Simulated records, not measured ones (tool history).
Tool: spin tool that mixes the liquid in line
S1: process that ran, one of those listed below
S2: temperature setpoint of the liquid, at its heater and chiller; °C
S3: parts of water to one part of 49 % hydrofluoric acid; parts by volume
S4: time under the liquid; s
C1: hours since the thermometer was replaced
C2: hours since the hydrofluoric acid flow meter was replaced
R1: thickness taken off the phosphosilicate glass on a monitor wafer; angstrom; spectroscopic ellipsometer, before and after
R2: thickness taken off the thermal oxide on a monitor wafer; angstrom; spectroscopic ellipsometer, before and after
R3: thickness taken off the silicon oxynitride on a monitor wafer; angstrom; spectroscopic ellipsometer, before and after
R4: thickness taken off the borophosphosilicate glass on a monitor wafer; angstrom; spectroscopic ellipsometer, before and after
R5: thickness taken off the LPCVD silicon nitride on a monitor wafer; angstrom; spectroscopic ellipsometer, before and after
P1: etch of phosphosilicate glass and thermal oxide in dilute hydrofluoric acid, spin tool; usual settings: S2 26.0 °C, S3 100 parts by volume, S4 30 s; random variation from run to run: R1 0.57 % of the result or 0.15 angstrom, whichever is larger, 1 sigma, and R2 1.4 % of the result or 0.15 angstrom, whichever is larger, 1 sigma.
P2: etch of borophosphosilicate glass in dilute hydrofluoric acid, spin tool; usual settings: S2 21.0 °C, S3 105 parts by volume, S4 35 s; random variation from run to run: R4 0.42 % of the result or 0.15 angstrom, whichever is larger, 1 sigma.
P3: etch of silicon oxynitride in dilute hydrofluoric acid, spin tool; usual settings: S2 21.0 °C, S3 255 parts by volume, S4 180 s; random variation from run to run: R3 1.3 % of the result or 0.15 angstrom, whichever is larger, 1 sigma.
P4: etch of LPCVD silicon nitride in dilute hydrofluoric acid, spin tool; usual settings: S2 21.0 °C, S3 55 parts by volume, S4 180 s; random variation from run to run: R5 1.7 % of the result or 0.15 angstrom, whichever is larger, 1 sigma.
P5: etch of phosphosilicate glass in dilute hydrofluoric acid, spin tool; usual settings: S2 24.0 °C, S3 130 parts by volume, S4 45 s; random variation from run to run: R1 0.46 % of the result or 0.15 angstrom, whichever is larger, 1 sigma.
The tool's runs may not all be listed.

run 1 hour=8.3 | S1=P1 S2=26.0 S3=100 S4=30 | C1=905.2 C2=531.8 | R1=297.66 R2=14.4450
run 2 hour=15.1 | S1=P1 S2=34.0 S3=100 S4=30 | C1=912.0 C2=538.6 | R1=402.43 R2=19.6070
run 3 hour=20.7 | S1=P1 S2=26.0 S3=100 S4=45 | C1=917.6 C2=544.2 | R1=452.77 R2=21.7670
run 4 hour=27.0 | S1=P5 S2=24.0 S3=130 S4=45 | C1=923.9 C2=550.5 | R1=320.33
run 5 hour=34.9 | S1=P3 S2=21.0 S3=255 S4=180 | C1=931.8 C2=558.4 | R3=18.138
run 6 hour=39.7 | S1=P3 S2=21.0 S3=85 S4=180 | C1=936.6 C2=563.2 | R3=62.985
run 7 hour=45.0 | S1=P1 S2=26.0 S3=100 S4=15 | C1=941.9 C2=568.5 | R1=150.57 R2=7.3606
run 8 hour=50.3 | S1=P3 S2=21.0 S3=255 S4=360 | C1=947.2 C2=573.8 | R3=37.046
run 9 hour=54.8 | S1=P2 S2=21.0 S3=25 S4=35 | C1=951.7 C2=578.3 | R4=433.700
run 10 hour=63.6 | S1=P5 S2=24.0 S3=190 S4=45 | C1=960.5 C2=587.1 | R1=205.61
run 11 hour=71.1 | S1=P5 S2=30.5 S3=130 S4=45 | C1=968.0 C2=594.6 | R1=404.21
run 12 hour=75.7 | S1=P5 S2=24.0 S3=130 S4=65 | C1=972.6 C2=599.2 | R1=464.20
run 13 hour=83.5 | S1=P1 S2=19.0 S3=100 S4=30 | C1=980.4 C2=607.0 | R1=227.66 R2=11.2110
run 14 hour=90.5 | S1=P4 S2=21.0 S3=55 S4=180 | C1=987.4 C2=614.0 | R5=11.971
run 15 hour=97.8 | S1=P1 S2=26.0 S3=50 S4=30 | C1=994.7 C2=621.3 | R1=649.97 R2=30.3110
run 16 hour=106.5 | S1=P1 S2=26.0 S3=50 S4=55 | C1=1003.4 C2=630.0 | R1=1167.60 R2=56.5560
run 17 hour=113.8 | S1=P1 S2=26.0 S3=100 S4=30 | C1=1010.7 C2=637.3 | R1=299.37 R2=14.6790
run 18 hour=120.4 | S1=P4 S2=28.5 S3=55 S4=180 | C1=1017.3 C2=643.9 | R5=19.882
run 19 hour=127.4 | S1=P2 S2=21.0 S3=105 S4=15 | C1=1024.3 C2=650.9 | R4=40.295
run 20 hour=132.8 | S1=P4 S2=21.0 S3=55 S4=365 | C1=1029.7 C2=656.3 | R5=24.545
run 21 hour=139.8 | S1=P2 S2=21.0 S3=105 S4=35 | C1=1036.7 C2=663.3 | R4=95.413
run 22 hour=144.4 | S1=P1 S2=26.0 S3=150 S4=30 | C1=1041.3 C2=667.9 | R1=188.94 R2=8.7765
run 23 hour=149.9 | S1=P1 S2=26.0 S3=100 S4=30 | C1=1046.8 C2=673.4 | R1=299.17 R2=14.6660
run 24 hour=156.1 | S1=P3 S2=26.5 S3=255 S4=180 | C1=1053.0 C2=679.6 | R3=23.419
run 25 hour=164.3 | S1=P1 S2=26.0 S3=100 S4=30 | C1=1061.2 C2=687.8 | R1=302.22 R2=14.7200
run 26 hour=169.3 | S1=P2 S2=17.0 S3=105 S4=35 | C1=1066.2 C2=692.8 | R4=80.259
run 27 hour=174.5 | S1=P4 S2=21.0 S3=30 S4=180 | C1=1071.4 C2=698.0 | R5=22.255
run 28 hour=180.2 | S1=P1 S2=26.0 S3=100 S4=30 | C1=1077.1 C2=703.7 | R1=300.30 R2=14.8110
run 29 hour=185.5 | S1=P1 S2=26.0 S3=100 S4=30 | C1=1082.4 C2=709.0 | R1=308.28 R2=14.8340
run 30 hour=194.2 | S1=P1 S2=26.0 S3=100 S4=30 | C1=1091.1 C2=717.7 | R1=317.95 R2=15.5560
run 31 hour=198.6 | S1=P1 S2=26.0 S3=100 S4=30 | C1=1095.5 C2=722.1 | R1=319.91 R2=15.3760
run 32 hour=205.2 | S1=P1 S2=26.0 S3=100 S4=30 | C1=1102.1 C2=728.7 | R1=321.99 R2=15.3780

Run 33 comes next. What will it give?
run 33 hour=213.1 | S1=P1 S2=26.0 S3=100 S4=30 | C1=1110.0 C2=736.6 | R1=? R2=?

Run 33 gave R1 323.84 angstrom, R2 15.5360 angstrom.
